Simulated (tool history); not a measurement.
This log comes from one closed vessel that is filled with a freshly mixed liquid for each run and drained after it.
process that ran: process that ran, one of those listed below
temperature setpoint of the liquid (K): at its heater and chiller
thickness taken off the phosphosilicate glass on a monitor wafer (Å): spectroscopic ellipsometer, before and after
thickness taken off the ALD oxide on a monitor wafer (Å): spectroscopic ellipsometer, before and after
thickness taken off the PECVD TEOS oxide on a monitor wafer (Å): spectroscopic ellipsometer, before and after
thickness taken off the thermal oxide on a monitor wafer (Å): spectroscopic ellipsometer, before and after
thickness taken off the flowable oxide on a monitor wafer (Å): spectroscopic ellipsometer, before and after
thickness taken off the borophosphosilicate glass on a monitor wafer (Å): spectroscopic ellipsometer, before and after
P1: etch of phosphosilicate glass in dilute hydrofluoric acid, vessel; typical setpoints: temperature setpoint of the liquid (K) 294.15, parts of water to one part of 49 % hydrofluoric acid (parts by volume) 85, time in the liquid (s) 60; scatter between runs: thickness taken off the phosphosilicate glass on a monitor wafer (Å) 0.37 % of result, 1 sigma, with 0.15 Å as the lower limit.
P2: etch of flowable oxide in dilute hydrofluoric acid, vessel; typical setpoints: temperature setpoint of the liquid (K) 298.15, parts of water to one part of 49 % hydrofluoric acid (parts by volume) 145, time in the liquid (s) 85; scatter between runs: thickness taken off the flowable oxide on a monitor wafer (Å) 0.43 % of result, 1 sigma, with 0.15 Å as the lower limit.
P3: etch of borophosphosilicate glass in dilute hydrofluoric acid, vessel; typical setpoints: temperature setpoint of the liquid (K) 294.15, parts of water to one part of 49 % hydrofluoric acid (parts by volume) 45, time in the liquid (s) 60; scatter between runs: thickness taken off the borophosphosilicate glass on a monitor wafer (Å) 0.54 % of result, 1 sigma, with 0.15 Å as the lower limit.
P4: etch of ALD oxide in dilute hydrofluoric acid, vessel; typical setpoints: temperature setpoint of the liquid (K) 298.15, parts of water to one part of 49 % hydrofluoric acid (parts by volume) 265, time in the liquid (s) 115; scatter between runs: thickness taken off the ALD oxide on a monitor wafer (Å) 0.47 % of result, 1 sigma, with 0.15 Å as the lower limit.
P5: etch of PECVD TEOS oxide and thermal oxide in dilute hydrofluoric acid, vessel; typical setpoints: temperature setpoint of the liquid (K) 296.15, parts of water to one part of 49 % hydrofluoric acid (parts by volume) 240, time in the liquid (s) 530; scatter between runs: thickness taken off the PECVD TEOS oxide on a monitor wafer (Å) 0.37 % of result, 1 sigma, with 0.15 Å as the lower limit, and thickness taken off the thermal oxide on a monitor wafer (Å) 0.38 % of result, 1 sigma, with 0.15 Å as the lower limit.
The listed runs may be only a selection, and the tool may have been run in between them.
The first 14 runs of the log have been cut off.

run   hour  process that ran  temperature setpoint of the liquid (K)  parts of water to one part of 49 % hydrofluoric acid (parts by volume)  time in the liquid (s)  thickness taken off the phosphosilicate glass on a monitor wafer (Å)  thickness taken off the ALD oxide on a monitor wafer (Å)  thickness taken off the PECVD TEOS oxide on a monitor wafer (Å)  thickness taken off the thermal oxide on a monitor wafer (Å)  thickness taken off the flowable oxide on a monitor wafer (Å)  thickness taken off the borophosphosilicate glass on a monitor wafer (Å)
      50.3  -- hydrofluoric acid flow meter replaced
 15   50.3                P1                                  294.15                                                                      85                      60                                                               1049.70
 16   54.0                P3                                  294.15                                                                      45                      60                                                                                                                                                                                                                                                                                                                                                                                                  504.90
 17   57.3                P3                                  290.15                                                                      45                      60                                                                                                                                                                                                                                                                                                                                                                                                  426.96
 18   61.4                P1                                  294.15                                                                      85                      60                                                               1048.80
 19   63.6                P2                                  298.15                                                                      60                      85                                                                                                                                                                                                                                                                                                                       332.980
 20   68.1                P5                                  296.15                                                                     400                     530                                                                                                                                                                                           120.10                                                        45.572
 21   70.8                P3                                  294.15                                                                      60                      60                                                                                                                                                                                                                                                                                                                                                                                                  370.96
 22   73.2                P1                                  294.15                                                                      85                      60                                                               1042.00
 23   75.5                P1                                  294.15                                                                      85                     115                                                               2008.00
 24   78.6                P2                                  298.15                                                                     145                      40                                                                                                                                                                                                                                                                                                                        57.927
 25   83.0                P1                                  294.15                                                                      40                      60                                                               2354.30
 26   85.4                P4                                  306.15                                                                     265                     115                                                                                                                          68.822
 27   88.7                P5                                  296.15                                                                     240                     530                                                                                                                                                                                           233.47                                                        88.615
 28   91.2                P2                                  293.65                                                                     145                      85                                                                                                                                                                                                                                                                                                                       104.040
 29   96.0                P5                                  290.15                                                                     240                     530                                                                                                                                                                                           186.29                                                        70.862
 30   99.0                P4                                  298.15                                                                     265                      30                                                                                                                          13.837
 31  103.4                P1                                  290.15                                                                      85                      60                                                                885.47
 32  108.0                P3                                  294.15                                                                      45                      30                                                                                                                                                                                                                                                                                                                                                                                                  251.28
 33  111.1                P1                                  294.15                                                                      85                      60                                                               1041.00
 34  115.9                P1                                  294.15                                                                      85                      60                                                               1101.30
 35  119.3                P1                                  294.15                                                                      85                      60                                                               1103.70
 36  122.3                P1                                  294.15                                                                      85                      60                                                               1118.00

For run 37, what comes out?
 37  125.1                P1                                  294.15                                                                      85                      60                                                                     ?

Run 37 measured thickness taken off the phosphosilicate glass on a monitor wafer (Å) 1130.90.

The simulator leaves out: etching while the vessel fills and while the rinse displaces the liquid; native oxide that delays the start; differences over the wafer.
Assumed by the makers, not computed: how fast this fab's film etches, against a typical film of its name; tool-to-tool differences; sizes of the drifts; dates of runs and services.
